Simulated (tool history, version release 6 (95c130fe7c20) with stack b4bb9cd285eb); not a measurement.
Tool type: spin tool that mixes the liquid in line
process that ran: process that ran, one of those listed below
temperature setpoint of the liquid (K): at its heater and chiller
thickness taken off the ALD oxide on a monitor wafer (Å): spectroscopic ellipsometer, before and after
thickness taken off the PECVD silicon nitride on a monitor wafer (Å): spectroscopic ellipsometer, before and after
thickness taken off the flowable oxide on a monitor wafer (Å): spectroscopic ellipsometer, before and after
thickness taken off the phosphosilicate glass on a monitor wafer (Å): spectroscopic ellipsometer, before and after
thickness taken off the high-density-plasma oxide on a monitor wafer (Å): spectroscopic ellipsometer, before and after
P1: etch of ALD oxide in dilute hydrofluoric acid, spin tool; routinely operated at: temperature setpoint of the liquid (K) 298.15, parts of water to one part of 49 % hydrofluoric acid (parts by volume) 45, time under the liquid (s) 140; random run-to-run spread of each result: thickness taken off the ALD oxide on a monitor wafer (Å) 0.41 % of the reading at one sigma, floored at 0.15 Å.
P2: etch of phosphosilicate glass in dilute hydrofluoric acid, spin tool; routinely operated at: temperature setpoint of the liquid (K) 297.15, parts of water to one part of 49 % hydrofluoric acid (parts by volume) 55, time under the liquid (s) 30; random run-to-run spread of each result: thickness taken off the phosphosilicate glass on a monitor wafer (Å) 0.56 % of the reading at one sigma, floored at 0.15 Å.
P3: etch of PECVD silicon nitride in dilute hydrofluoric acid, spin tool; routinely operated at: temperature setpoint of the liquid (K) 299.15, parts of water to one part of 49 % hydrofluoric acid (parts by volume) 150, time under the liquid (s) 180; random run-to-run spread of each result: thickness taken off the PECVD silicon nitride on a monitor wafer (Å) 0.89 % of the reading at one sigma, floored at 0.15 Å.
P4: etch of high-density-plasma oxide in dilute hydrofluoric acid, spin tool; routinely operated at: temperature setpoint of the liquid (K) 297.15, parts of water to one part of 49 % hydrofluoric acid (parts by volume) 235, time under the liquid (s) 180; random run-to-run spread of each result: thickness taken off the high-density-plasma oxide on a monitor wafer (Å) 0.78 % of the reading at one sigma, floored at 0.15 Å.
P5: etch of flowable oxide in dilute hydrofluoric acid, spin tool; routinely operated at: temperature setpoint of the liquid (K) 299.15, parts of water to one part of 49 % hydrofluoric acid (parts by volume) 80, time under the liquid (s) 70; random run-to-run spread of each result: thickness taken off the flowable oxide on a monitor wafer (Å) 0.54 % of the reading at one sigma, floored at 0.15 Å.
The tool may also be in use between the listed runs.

run    day  process that ran  temperature setpoint of the liquid (K)  parts of water to one part of 49 % hydrofluoric acid (parts by volume)  time under the liquid (s)  hours since the thermometer was replaced  hours since the hydrofluoric acid flow meter was replaced  thickness taken off the ALD oxide on a monitor wafer (Å)  thickness taken off the PECVD silicon nitride on a monitor wafer (Å)  thickness taken off the flowable oxide on a monitor wafer (Å)  thickness taken off the phosphosilicate glass on a monitor wafer (Å)  thickness taken off the high-density-plasma oxide on a monitor wafer (Å)
  1  0.117                P1                                  298.15                                                                      45                        140                                     333.9                                                      914.6                                                    342.64
  2  0.283                P3                                  299.15                                                                     150                        180                                     337.9                                                      918.6                                                                                                                          32.185
  3  0.438                P5                                  299.15                                                                      80                         70                                     341.6                                                      922.3                                                                                                                                                                                         540.82
     0.492  -- hydrofluoric acid flow meter replaced
  4  0.542                P5                                  299.15                                                                      80                        100                                     344.1                                                        1.2                                                                                                                                                                                         768.67
  5  0.633                P3                                  299.15                                                                     270                        180                                     346.3                                                        3.4                                                                                                                          17.883
  6  0.838                P5                                  299.15                                                                      80                         70                                     351.2                                                        8.3                                                                                                                                                                                         540.46
  7  0.933                P1                                  298.15                                                                      45                        265                                     353.5                                                       10.6                                                    655.81
  8  1.033                P1                                  298.15                                                                      45                        140                                     355.9                                                         13                                                    343.85
     1.067  -- thermometer replaced
  9  1.138                P2                                  297.15                                                                      85                         30                                       1.8                                                       15.5                                                                                                                                                                                                                                                               553.36
 10  1.271                P1                                  298.15                                                                      45                        140                                         5                                                       18.7                                                    344.59
 11  1.404                P3                                  307.15                                                                     150                        180                                       8.2                                                       21.9                                                                                                                          52.499
 12  1.571                P3                                  299.15                                                                     150                        180                                      12.2                                                       25.9                                                                                                                          32.254
 13  1.725                P1                                  298.15                                                                      45                        140                                      15.9                                                       29.6                                                    343.69
 14  1.883                P1                                  306.15                                                                      45                        140                                      19.7                                                       33.4                                                    471.76
 15  2.021                P2                                  297.15                                                                      55                         30                                        23                                                       36.7                                                                                                                                                                                                                                                                889.4
 16  2.133                P4                                  297.15                                                                     235                        180                                      25.7                                                       39.4                                                                                                                                                                                                                                                                                                                                          32.91
 17   2.25                P3                                  299.15                                                                     150                         55                                      28.5                                                       42.2                                                                                                                          9.7536
 18  2.417                P1                                  298.15                                                                      20                        140                                      32.5                                                       46.2                                                     801.9
 19  2.596                P1                                  304.65                                                                      45                        235                                      36.8                                                       50.5                                                    749.27
 20    2.8                P2                                  304.65                                                                      55                         30                                      41.7                                                       55.4                                                                                                                                                                                                                                                               1195.1
 21  2.888                P1                                  291.15                                                                      45                        140                                      43.8                                                       57.5                                                    257.53
 22  3.012                P4                                  297.15                                                                     130                        180                                      46.8                                                       60.5                                                                                                                                                                                                                                                                                                                                         66.562
 23  3.108                P2                                  297.15                                                                      55                         60                                      49.1                                                       62.8                                                                                                                                                                                                                                                               1768.2
 24  3.217                P1                                  298.15                                                                      80                        140                                      51.7                                                       65.4                                                    183.13
 25  3.354                P1                                  298.15                                                                      45                        140                                        55                                                       68.7                                                     345.7
 26  3.508                P4                                  290.15                                                                     235                        180                                      58.7                                                       72.4                                                                                                                                                                                                                                                                                                                                         25.509
 27   3.65                P5                                  293.15                                                                      80                         70                                      62.1                                                       75.8                                                                                                                                                                                         425.86
 28  3.771                P4                                  297.15                                                                     235                         45                                        65                                                       78.7                                                                                                                                                                                                                                                                                                                                         8.0418
 29  3.867                P1                                  298.15                                                                      45                         30                                      67.3                                                         81                                                    73.953
 30   4.05                P1                                  298.15                                                                      45                        140                                      71.7                                                       85.4                                                    342.57
 31  4.146                P5                                  299.15                                                                     130                         70                                        74                                                       87.7                                                                                                                                                                                         315.07
 32  4.304                P1                                  298.15                                                                      45                        140                                      77.8                                                       91.5                                                    344.54
 33  4.442                P1                                  298.15                                                                      45                        140                                      81.1                                                       94.8                                                    356.16
 34  4.596                P1                                  298.15                                                                      45                        140                                      84.8                                                       98.5                                                    366.07
 35  4.688                P1                                  298.15                                                                      45                        140                                        87                                                      100.7                                                    367.65
 36  4.825                P1                                  298.15                                                                      45                        140                                      90.3                                                        104                                                    368.71
 37  4.921                P1                                  298.15                                                                      45                        140                                      92.6                                                      106.3                                                    370.03
 38  5.025                P1                                  298.15                                                                      45                        140                                      95.1                                                      108.8                                                    370.37
 39  5.171                P1                                  298.15                                                                      45                        140                                      98.6                                                      112.3                                                    372.06

The log shows P1 creeping away from where it was. Any of the 2 causes listed here, at the size stated for it, fits the log just as well as the others:
A: liquid hotter than its thermometer reads (K) = 1.89
B: hydrofluoric acid flow above the setpoint (%) = 7.49
The drift started at roughly day 4.304.

Each of the check runs listed below is run on 5 wafers and reports their average, with the results left as question marks. Pick the one under which the possible causes would lead to clearly different results.
check 1  5.317                P3                                  307.15                                                                     150                        180                                                                                                                                                                                                                                    ?
check 2  5.317                P2                                  300.15                                                                      55                         30                                                                                                                                                                                                                                                                                                                                                                         ?
check 3  5.317                P4                                  293.15                                                                     140                        180                                                                                                                                                                                                                                                                                                                                                                                                                                                   ?
check 4  5.317                P5                                  295.65                                                                      80                         70                                                                                                                                                                                                                                                                                                   ?

Expected result of each check under each candidate cause:
  check                                                                    result    if A    if B
check 1      thickness taken off the PECVD silicon nitride on a monitor wafer (Å)  58.811  56.717
check 2      thickness taken off the phosphosilicate glass on a monitor wafer (Å)  1079.8  1082.6
check 3  thickness taken off the high-density-plasma oxide on a monitor wafer (Å)  56.489  56.922
check 4             thickness taken off the flowable oxide on a monitor wafer (Å)  508.99  510.34
Gap, in per cent, between the two causes that each check separates least, read from the result that separates them most: check 1 3.63 %; check 2 0.26 %; check 3 0.76 %; check 4 0.26 %
The other checks would show nearly matching results whichever cause is true, so check 1 is the only one that separates the causes.

After running check 1, the following was obtained: thickness taken off the PECVD silicon nitride on a monitor wafer (Å) 58.365. Which cause does this point to?

The correct cause is A, namely: liquid hotter than its thermometer reads (K).
